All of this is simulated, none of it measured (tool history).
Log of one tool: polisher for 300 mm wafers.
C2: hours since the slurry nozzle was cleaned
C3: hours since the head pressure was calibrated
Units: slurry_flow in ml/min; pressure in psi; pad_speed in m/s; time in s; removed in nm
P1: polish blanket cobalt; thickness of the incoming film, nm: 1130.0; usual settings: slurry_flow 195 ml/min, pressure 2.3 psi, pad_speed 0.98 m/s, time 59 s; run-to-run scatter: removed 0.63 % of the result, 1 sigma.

run 1 hour=4.2 | slurry_flow=195 pressure=2.3 pad_speed=0.98 time=59 | wafers_polished_on_this_pad=373 C2=326.5 C3=516.8 | removed=341.05
run 2 hour=11.2 | slurry_flow=195 pressure=2.3 pad_speed=0.98 time=59 | wafers_polished_on_this_pad=429 C2=333.5 C3=523.8 | removed=341.63
-- hour=15.2 slurry nozzle cleaned
run 3 hour=16.7 | slurry_flow=195 pressure=3 pad_speed=0.98 time=59 | wafers_polished_on_this_pad=473 C2=1.5 C3=529.3 | removed=439.78
run 4 hour=20.6 | slurry_flow=195 pressure=2.3 pad_speed=0.98 time=59 | wafers_polished_on_this_pad=504 C2=5.4 C3=533.2 | removed=342.22
run 5 hour=24 | slurry_flow=195 pressure=2.3 pad_speed=0.44 time=59 | wafers_polished_on_this_pad=531 C2=8.8 C3=536.6 | removed=151.97
run 6 hour=29.3 | slurry_flow=195 pressure=2.3 pad_speed=0.98 time=59 | wafers_polished_on_this_pad=573 C2=14.1 C3=541.9 | removed=341.55
run 7 hour=34.6 | slurry_flow=115 pressure=2.3 pad_speed=0.98 time=59 | wafers_polished_on_this_pad=615 C2=19.4 C3=547.2 | removed=311.33
run 8 hour=41.6 | slurry_flow=195 pressure=2.3 pad_speed=0.98 time=27 | wafers_polished_on_this_pad=671 C2=26.4 C3=554.2 | removed=158.62
run 9 hour=45.2 | slurry_flow=195 pressure=2.3 pad_speed=0.7 time=35 | wafers_polished_on_this_pad=700 C2=30 C3=557.8 | removed=144.76
run 10 hour=52 | slurry_flow=195 pressure=2.3 pad_speed=0.98 time=59 | wafers_polished_on_this_pad=754 C2=36.8 C3=564.6 | removed=338.36
run 11 hour=55.4 | slurry_flow=115 pressure=2.3 pad_speed=0.98 time=91 | wafers_polished_on_this_pad=781 C2=40.2 C3=568 | removed=481.41
run 12 hour=60.2 | slurry_flow=195 pressure=2.3 pad_speed=0.98 time=59 | wafers_polished_on_this_pad=819 C2=45 C3=572.8 | removed=342.78
run 13 hour=63.6 | slurry_flow=195 pressure=2.3 pad_speed=0.98 time=91 | wafers_polished_on_this_pad=846 C2=48.4 C3=576.2 | removed=526.93
run 14 hour=67.4 | slurry_flow=195 pressure=2.3 pad_speed=0.98 time=59 | wafers_polished_on_this_pad=877 C2=52.2 C3=580 | removed=340.59
run 15 hour=71.4 | slurry_flow=255 pressure=2.3 pad_speed=0.98 time=59 | wafers_polished_on_this_pad=908 C2=56.2 C3=584 | removed=355.29
run 16 hour=75.6 | slurry_flow=195 pressure=3 pad_speed=0.98 time=35 | wafers_polished_on_this_pad=942 C2=60.4 C3=588.2 | removed=265.73
run 17 hour=79.5 | slurry_flow=195 pressure=1.4 pad_speed=0.98 time=59 | wafers_polished_on_this_pad=973 C2=64.3 C3=592.1 | removed=208.9
run 18 hour=83.2 | slurry_flow=195 pressure=2.3 pad_speed=1.52 time=59 | wafers_polished_on_this_pad=1002 C2=68 C3=595.8 | removed=530.78
run 19 hour=90.4 | slurry_flow=195 pressure=2.3 pad_speed=0.98 time=59 | wafers_polished_on_this_pad=1060 C2=75.2 C3=603 | removed=341.86

Run 20 comes next. What will it give?
run 20 hour=95.8 | slurry_flow=195 pressure=2.3 pad_speed=0.98 time=59 | wafers_polished_on_this_pad=1103 C2=80.6 C3=608.4 | removed=?

{"run 20": {"removed": 335.29}}
